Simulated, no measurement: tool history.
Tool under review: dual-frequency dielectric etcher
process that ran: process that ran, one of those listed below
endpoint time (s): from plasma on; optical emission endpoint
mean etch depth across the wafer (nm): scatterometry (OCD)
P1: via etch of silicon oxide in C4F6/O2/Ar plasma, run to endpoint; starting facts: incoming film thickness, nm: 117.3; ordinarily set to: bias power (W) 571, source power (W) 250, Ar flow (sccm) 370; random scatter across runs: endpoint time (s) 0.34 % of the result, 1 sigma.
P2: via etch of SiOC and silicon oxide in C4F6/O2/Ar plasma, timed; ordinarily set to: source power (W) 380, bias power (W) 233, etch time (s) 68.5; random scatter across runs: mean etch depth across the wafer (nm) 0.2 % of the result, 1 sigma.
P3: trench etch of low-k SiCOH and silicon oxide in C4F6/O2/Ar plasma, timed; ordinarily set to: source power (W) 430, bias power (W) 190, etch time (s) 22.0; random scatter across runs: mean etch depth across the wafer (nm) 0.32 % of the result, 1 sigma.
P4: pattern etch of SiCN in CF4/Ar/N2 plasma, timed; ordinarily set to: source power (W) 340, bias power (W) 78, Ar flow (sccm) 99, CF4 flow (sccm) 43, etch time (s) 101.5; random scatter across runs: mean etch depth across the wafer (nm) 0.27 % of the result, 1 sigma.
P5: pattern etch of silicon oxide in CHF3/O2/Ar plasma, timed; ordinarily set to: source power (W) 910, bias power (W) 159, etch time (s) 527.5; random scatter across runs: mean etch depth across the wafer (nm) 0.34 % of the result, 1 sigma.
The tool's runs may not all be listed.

| run | hour | process that ran | bias power (W) | source power (W) | Ar flow (sccm) | etch time (s) | CF4 flow (sccm) | endpoint time (s) | mean etch depth across the wafer (nm) |
|---|---|---|---|---|---|---|---|---|---|
| 1 | 8.8 | P1 | 571 | 250 | 370 |  |  | 30.814 |  |
| 2 | 21.5 | P3 | 190 | 550 |  | 22.0 |  |  | 76.377 |
| 3 | 30.1 | P5 | 159 | 700 |  | 527.5 |  |  | 1065.500 |
| 4 | 43.6 | P5 | 159 | 910 |  | 527.5 |  |  | 1173.700 |
| 5 | 51.2 | P3 | 248 | 430 |  | 22.0 |  |  | 75.182 |
| 6 | 59.9 | P1 | 713 | 250 | 227 |  |  | 26.756 |  |
| 7 | 74.2 | P2 | 233 | 470 |  | 68.5 |  |  | 88.359 |
| 8 | 82.2 | P1 | 571 | 250 | 370 |  |  | 30.898 |  |
| 9 | 92.4 | P5 | 159 | 910 |  | 664.0 |  |  | 1480.400 |
| 10 | 108.3 | P4 | 78 | 340 | 99 | 56.5 | 43 |  | 36.487 |
| 11 | 123.0 | P4 | 78 | 340 | 118 | 101.5 | 43 |  | 63.861 |
| 12 | 132.1 | P1 | 705 | 250 | 370 |  |  | 28.457 |  |
| 13 | 148.3 | P2 | 233 | 380 |  | 93.5 |  |  | 110.530 |
| 14 | 163.5 | P1 | 375 | 250 | 370 |  |  | 36.205 |  |
| 15 | 172.1 | P1 | 792 | 180 | 370 |  |  | 30.404 |  |
| 16 | 183.7 | P3 | 190 | 430 |  | 22.0 |  |  | 69.470 |
|  | 191.8 | Ar flow controller replaced |
| 17 | 200.1 | P1 | 571 | 330 | 370 |  |  | 27.945 |  |
| 18 | 209.1 | P4 | 105 | 340 | 99 | 101.5 | 43 |  | 73.250 |
| 19 | 224.7 | P1 | 571 | 250 | 370 |  |  | 30.673 |  |
| 20 | 233.7 | P2 | 233 | 380 |  | 68.5 |  |  | 81.411 |
| 21 | 244.3 | P1 | 571 | 250 | 467 |  |  | 31.619 |  |
| 22 | 254.8 | P1 | 571 | 190 | 370 |  |  | 34.048 |  |
| 23 | 268.9 | P2 | 185 | 380 |  | 68.5 |  |  | 75.295 |
| 24 | 284.2 | P4 | 78 | 340 | 99 | 101.5 | 33 |  | 62.849 |
| 25 | 299.3 | P1 | 571 | 250 | 217 |  |  | 29.144 |  |
| 26 | 308.8 | P4 | 78 | 340 | 99 | 101.5 | 43 |  | 65.449 |
| 27 | 320.5 | P4 | 78 | 470 | 99 | 101.5 | 43 |  | 86.709 |
| 28 | 335.4 | P1 | 571 | 250 | 370 |  |  | 30.890 |  |
| 29 | 344.6 | P5 | 113 | 910 |  | 527.5 |  |  | 1060.600 |
| 30 | 354.3 | P1 | 451 | 330 | 370 |  |  | 30.490 |  |
| 31 | 370.9 | P5 | 159 | 910 |  | 527.5 |  |  | 1183.800 |
| 32 | 381.4 | P3 | 190 | 430 |  | 32.5 |  |  | 101.870 |
| 33 | 398.3 | P1 | 571 | 250 | 370 |  |  | 30.945 |  |
| 34 | 407.5 | P1 | 571 | 250 | 370 |  |  | 30.960 |  |
| 35 | 424.2 | P1 | 571 | 250 | 370 |  |  | 31.174 |  |
| 36 | 435.3 | P1 | 571 | 250 | 370 |  |  | 31.219 |  |
| 37 | 444.6 | P1 | 571 | 250 | 370 |  |  | 31.389 |  |
|  | 450.3 | wet clean of the chamber |
|  | 451.9 | Ar flow controller replaced |
| 38 | 457.9 | P1 | 571 | 250 | 370 |  |  | 31.262 |  |
| 39 | 465.3 | P1 | 571 | 250 | 370 |  |  | 31.450 |  |
| 40 | 479.3 | P1 | 571 | 250 | 370 |  |  | 31.344 |  |
| 41 | 489.7 | P1 | 571 | 250 | 370 |  |  | 31.405 |  |

What P1 gives has crept off from where it sat before. The 2 causes that follow fit the log equally well, each at the size noted:
A: bias power that arrives under what is set, % = 4.29
B: source power that arrives under what is set, % = 4.57
At approximately hour 398.3, the process output began to creep.
What rules out each remaining cause:
chamber walls in a state that lowers the etch rate, %: serviced after onset, at hour 450.3, with no recovery of the prior output
Ar flow that arrives over what is set, %: serviced after onset, at hour 451.9, with no recovery of the prior output

Below are 4 check runs, each on a single wafer, with their results shown as question marks. Which of them would tell the listed causes apart, meaning the causes would give clearly different results under it?
| check 1 | 500.1 | P2 | 233 | 380 |  | 68.5 |  |  | ? |
| check 2 | 500.1 | P3 | 190 | 430 |  | 22.0 |  |  | ? |
| check 3 | 500.1 | P5 | 159 | 910 |  | 527.5 |  |  | ? |
| check 4 | 500.1 | P4 | 78 | 340 | 99 | 101.5 | 43 |  | ? |

How each check would come out, cause by cause:
| check | result | if A | if B |
|---|---|---|---|
| check 1 | mean etch depth across the wafer (nm) | 79.993 | 79.755 |
| check 2 | mean etch depth across the wafer (nm) | 68.163 | 67.870 |
| check 3 | mean etch depth across the wafer (nm) | 1162.200 | 1157.200 |
| check 4 | mean etch depth across the wafer (nm) | 64.377 | 62.874 |
How far apart the two closest causes lie, in the result that separates them most: check 1 0.3 %; check 2 0.43 %; check 3 0.43 %; check 4 2.36 %
The causes can be told apart only by check 4. The other checks would give nearly the same results under each of them.

After running check 4, the following was obtained: mean etch depth across the wafer (nm) 64.360. Which cause does this point to?

It was cause A: bias power that arrives under what is set, %.
